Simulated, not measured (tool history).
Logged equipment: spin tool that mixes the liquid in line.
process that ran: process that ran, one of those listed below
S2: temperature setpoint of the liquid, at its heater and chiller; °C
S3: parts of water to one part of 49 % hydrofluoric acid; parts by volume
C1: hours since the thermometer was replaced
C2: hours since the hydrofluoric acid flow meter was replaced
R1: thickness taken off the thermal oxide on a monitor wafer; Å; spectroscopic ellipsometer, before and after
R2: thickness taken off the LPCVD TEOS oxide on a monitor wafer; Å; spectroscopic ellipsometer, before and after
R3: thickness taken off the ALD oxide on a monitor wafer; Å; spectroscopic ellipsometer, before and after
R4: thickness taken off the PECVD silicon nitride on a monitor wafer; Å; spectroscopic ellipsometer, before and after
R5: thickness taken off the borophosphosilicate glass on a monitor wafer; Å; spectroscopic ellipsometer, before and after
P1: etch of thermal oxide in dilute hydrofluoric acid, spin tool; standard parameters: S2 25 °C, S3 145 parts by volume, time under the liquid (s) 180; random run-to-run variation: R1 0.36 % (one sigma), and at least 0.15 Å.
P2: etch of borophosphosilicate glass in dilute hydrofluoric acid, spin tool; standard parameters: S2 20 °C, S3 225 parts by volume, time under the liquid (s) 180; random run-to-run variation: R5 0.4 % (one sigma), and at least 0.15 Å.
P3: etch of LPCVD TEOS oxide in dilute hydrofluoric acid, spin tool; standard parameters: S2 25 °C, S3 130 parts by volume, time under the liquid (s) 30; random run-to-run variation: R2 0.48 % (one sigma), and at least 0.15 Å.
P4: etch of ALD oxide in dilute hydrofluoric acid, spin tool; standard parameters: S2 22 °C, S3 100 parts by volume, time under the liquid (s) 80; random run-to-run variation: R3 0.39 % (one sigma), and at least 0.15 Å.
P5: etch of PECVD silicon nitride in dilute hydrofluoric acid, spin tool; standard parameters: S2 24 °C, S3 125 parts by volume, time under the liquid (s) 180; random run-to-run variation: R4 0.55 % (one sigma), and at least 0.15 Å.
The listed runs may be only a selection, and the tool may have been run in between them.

run 1 hour=9.7 | process_that_ran=P1 S2=25 S3=145 time_under_the_liquid_(s)=180 | C1=622.5 C2=247.6 | R1=60.687
run 2 hour=22.1 | process_that_ran=P3 S2=25 S3=130 time_under_the_liquid_(s)=30 | C1=634.9 C2=260 | R2=72.33
run 3 hour=33.5 | process_that_ran=P1 S2=25 S3=145 time_under_the_liquid_(s)=265 | C1=646.3 C2=271.4 | R1=90.253
run 4 hour=40.5 | process_that_ran=P4 S2=22 S3=100 time_under_the_liquid_(s)=80 | C1=653.3 C2=278.4 | R3=141.99
run 5 hour=51.9 | process_that_ran=P5 S2=17 S3=125 time_under_the_liquid_(s)=180 | C1=664.7 C2=289.8 | R4=26.361
run 6 hour=62.1 | process_that_ran=P1 S2=20.5 S3=145 time_under_the_liquid_(s)=180 | C1=674.9 C2=300 | R1=50.761
run 7 hour=71.5 | process_that_ran=P3 S2=25 S3=130 time_under_the_liquid_(s)=30 | C1=684.3 C2=309.4 | R2=72.024
run 8 hour=78.6 | process_that_ran=P1 S2=25 S3=145 time_under_the_liquid_(s)=180 | C1=691.4 C2=316.5 | R1=61.041
run 9 hour=90.4 | process_that_ran=P1 S2=25 S3=210 time_under_the_liquid_(s)=180 | C1=703.2 C2=328.3 | R1=39.044
run 10 hour=97.1 | process_that_ran=P3 S2=28.5 S3=130 time_under_the_liquid_(s)=30 | C1=709.9 C2=335 | R2=82.161
run 11 hour=106.9 | process_that_ran=P1 S2=25 S3=145 time_under_the_liquid_(s)=15 | C1=719.7 C2=344.8 | R1=5.0685
run 12 hour=118.2 | process_that_ran=P1 S2=25 S3=145 time_under_the_liquid_(s)=180 | C1=731 C2=356.1 | R1=60.924
run 13 hour=126.7 | process_that_ran=P4 S2=22 S3=60 time_under_the_liquid_(s)=80 | C1=739.5 C2=364.6 | R3=247.13
run 14 hour=137.6 | process_that_ran=P1 S2=32.5 S3=145 time_under_the_liquid_(s)=180 | C1=750.4 C2=375.5 | R1=79.809
run 15 hour=147.4 | process_that_ran=P1 S2=25 S3=30 time_under_the_liquid_(s)=180 | C1=760.2 C2=385.3 | R1=340.82
run 16 hour=153.5 | process_that_ran=P3 S2=25 S3=40 time_under_the_liquid_(s)=30 | C1=766.3 C2=391.4 | R2=260.78
run 17 hour=164.4 | process_that_ran=P1 S2=25 S3=145 time_under_the_liquid_(s)=180 | C1=777.2 C2=402.3 | R1=60.563
run 18 hour=174.5 | process_that_ran=P2 S2=20 S3=100 time_under_the_liquid_(s)=180 | C1=787.3 C2=412.4 | R5=567.31
run 19 hour=183.9 | process_that_ran=P5 S2=24 S3=125 time_under_the_liquid_(s)=180 | C1=796.7 C2=421.8 | R4=41.946
run 20 hour=196.3 | process_that_ran=P1 S2=25 S3=145 time_under_the_liquid_(s)=180 | C1=809.1 C2=434.2 | R1=60.963
run 21 hour=206.1 | process_that_ran=P2 S2=20 S3=225 time_under_the_liquid_(s)=180 | C1=818.9 C2=444 | R5=223.96
run 22 hour=217.3 | process_that_ran=P1 S2=30.5 S3=145 time_under_the_liquid_(s)=335 | C1=830.1 C2=455.2 | R1=138.45
run 23 hour=228.9 | process_that_ran=P3 S2=25 S3=130 time_under_the_liquid_(s)=15 | C1=841.7 C2=466.8 | R2=35.773
run 24 hour=237.2 | process_that_ran=P4 S2=22 S3=100 time_under_the_liquid_(s)=15 | C1=850 C2=475.1 | R3=27.042
run 25 hour=244 | process_that_ran=P2 S2=20 S3=225 time_under_the_liquid_(s)=15 | C1=856.8 C2=481.9 | R5=18.433
run 26 hour=256.1 | process_that_ran=P1 S2=19.5 S3=75 time_under_the_liquid_(s)=180 | C1=868.9 C2=494 | R1=101.72
run 27 hour=261.9 | process_that_ran=P5 S2=24 S3=125 time_under_the_liquid_(s)=180 | C1=874.7 C2=499.8 | R4=42.13
run 28 hour=269.1 | process_that_ran=P5 S2=24 S3=75 time_under_the_liquid_(s)=180 | C1=881.9 C2=507 | R4=69.276
run 29 hour=277.8 | process_that_ran=P4 S2=22 S3=100 time_under_the_liquid_(s)=80 | C1=890.6 C2=515.7 | R3=140.24
run 30 hour=284.2 | process_that_ran=P5 S2=24 S3=125 time_under_the_liquid_(s)=295 | C1=897 C2=522.1 | R4=69.369
run 31 hour=290.7 | process_that_ran=P4 S2=17.5 S3=100 time_under_the_liquid_(s)=80 | C1=903.5 C2=528.6 | R3=117.78
run 32 hour=300.3 | process_that_ran=P2 S2=17 S3=225 time_under_the_liquid_(s)=180 | C1=913.1 C2=538.2 | R5=199.36
run 33 hour=309.2 | process_that_ran=P1 S2=25 S3=145 time_under_the_liquid_(s)=180 | C1=922 C2=547.1 | R1=60.947
run 34 hour=317.7 | process_that_ran=P1 S2=25 S3=145 time_under_the_liquid_(s)=180 | C1=930.5 C2=555.6 | R1=59.289
run 35 hour=327.8 | process_that_ran=P1 S2=25 S3=145 time_under_the_liquid_(s)=180 | C1=940.6 C2=565.7 | R1=58.129
run 36 hour=339.6 | process_that_ran=P1 S2=25 S3=145 time_under_the_liquid_(s)=180 | C1=952.4 C2=577.5 | R1=57.28
run 37 hour=351 | process_that_ran=P1 S2=25 S3=145 time_under_the_liquid_(s)=180 | C1=963.8 C2=588.9 | R1=56.478
run 38 hour=361.9 | process_that_ran=P1 S2=25 S3=145 time_under_the_liquid_(s)=180 | C1=974.7 C2=599.8 | R1=56.511
run 39 hour=374.5 | process_that_ran=P1 S2=25 S3=145 time_under_the_liquid_(s)=180 | C1=987.3 C2=612.4 | R1=56.143
run 40 hour=386.8 | process_that_ran=P1 S2=25 S3=145 time_under_the_liquid_(s)=180 | C1=999.6 C2=624.7 | R1=55.923
run 41 hour=396.1 | process_that_ran=P1 S2=25 S3=145 time_under_the_liquid_(s)=180 | C1=1008.9 C2=634 | R1=55.155
run 42 hour=402.1 | process_that_ran=P1 S2=25 S3=145 time_under_the_liquid_(s)=180 | C1=1014.9 C2=640 | R1=55.452
run 43 hour=411.8 | process_that_ran=P1 S2=25 S3=145 time_under_the_liquid_(s)=180 | C1=1024.6 C2=649.7 | R1=55.245

P1 has crept away from where it was. The log is fitted equally well by each of these 2 causes, at the sizes shown:
A: liquid colder than its thermometer reads (K) = 2.26
B: hydrofluoric acid flow below the setpoint (%) = 7.09
The gradual shift began around hour 309.2.

4 check runs are offered, one wafer each, their results left as question marks. Which one tells the causes apart?
run check 1 hour=421.5 | process_that_ran=P3 S2=25 S3=130 time_under_the_liquid_(s)=30 | R2=?
run check 2 hour=421.5 | process_that_ran=P2 S2=20 S3=225 time_under_the_liquid_(s)=180 | R5=?
run check 3 hour=421.5 | process_that_ran=P4 S2=22 S3=100 time_under_the_liquid_(s)=80 | R3=?
run check 4 hour=421.5 | process_that_ran=P5 S2=24 S3=125 time_under_the_liquid_(s)=180 | R4=?

Expected result of each check under each candidate cause:
check=check_1 result=R2 if_A=65.582 if_B=65.736
check=check_2 result=R5 if_A=204.55 if_B=203.99
check=check_3 result=R3 if_A=129.09 if_B=130.35
check=check_4 result=R4 if_A=36.256 if_B=39.12
Separation of the two closest causes in each check, using whichever result separates them best: check 1 0.23 %; check 2 0.27 %; check 3 0.97 %; check 4 7.6 %
Check 4 distinguishes between the causes, while the remaining checks would return nearly the same result for all of them.

Then check 4 was run and gave: R4 39.069 Å. Which cause is it?

Of the candidate causes, it is B: hydrofluoric acid flow below the setpoint (%).
